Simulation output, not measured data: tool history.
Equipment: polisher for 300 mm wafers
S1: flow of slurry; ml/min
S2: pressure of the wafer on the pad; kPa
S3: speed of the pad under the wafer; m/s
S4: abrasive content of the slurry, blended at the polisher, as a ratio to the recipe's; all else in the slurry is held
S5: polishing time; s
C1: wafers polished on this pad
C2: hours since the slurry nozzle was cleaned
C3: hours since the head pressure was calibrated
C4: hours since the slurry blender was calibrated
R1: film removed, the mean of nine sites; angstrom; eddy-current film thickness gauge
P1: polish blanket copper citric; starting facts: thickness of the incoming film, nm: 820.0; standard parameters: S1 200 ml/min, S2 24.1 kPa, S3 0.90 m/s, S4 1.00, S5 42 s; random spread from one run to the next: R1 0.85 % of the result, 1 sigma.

run	hour	S1	S2	S3	S4	S5	C1	C2	C3	C4	R1
1	4.9	200	24.1	0.90	1.00	42	205	192.7	631.1	179.4	878.26
2	9.5	200	24.1	0.90	1.00	42	263	197.3	635.7	184.0	855.55
3	12.7	200	24.1	0.90	0.65	42	303	200.5	638.9	187.2	797.91
4	16.2	200	24.1	1.34	1.00	42	347	204.0	642.4	190.7	1277.70
5	20.0	200	24.1	0.90	1.00	42	395	207.8	646.2	194.5	853.34
6	22.7	200	24.1	0.50	1.00	42	429	210.5	648.9	197.2	484.03
7	25.9	120	24.1	0.90	1.00	42	469	213.7	652.1	200.4	809.89
8	29.4	200	33.1	1.28	1.00	42	513	217.2	655.6	203.9	1663.70
9	32.1	270	24.1	0.90	1.00	42	547	219.9	658.3	206.6	910.25
10	35.7	200	11.0	0.90	1.00	42	592	223.5	661.9	210.2	413.81
11	38.2	200	24.1	0.90	1.00	66	623	226.0	664.4	212.7	1372.60
12	41.4	200	24.1	0.90	1.45	42	664	229.2	667.6	215.9	950.17
13	44.0	200	24.1	0.64	1.25	42	696	231.8	670.2	218.5	660.66
14	48.0	200	34.5	0.90	1.00	42	747	235.8	674.2	222.5	1237.60
15	51.0	200	24.1	0.90	1.00	42	784	238.8	677.2	225.5	858.01
16	54.2	200	24.1	0.90	1.00	21	825	242.0	680.4	228.7	434.49
17	58.1	200	24.1	0.90	1.00	42	874	245.9	684.3	232.6	862.48
18	63.1	200	24.1	0.90	1.00	42	936	250.9	689.3	237.6	869.50
19	65.4	200	24.1	0.90	1.00	42	965	253.2	691.6	239.9	848.81
20	68.5	200	24.1	0.90	1.00	42	1004	256.3	694.7	243.0	847.33

Expected results for the next run?
21	73.5	200	24.1	0.90	1.00	42	1067	261.3	699.7	248.0	?

Run 21 gave R1 831.72 angstrom.
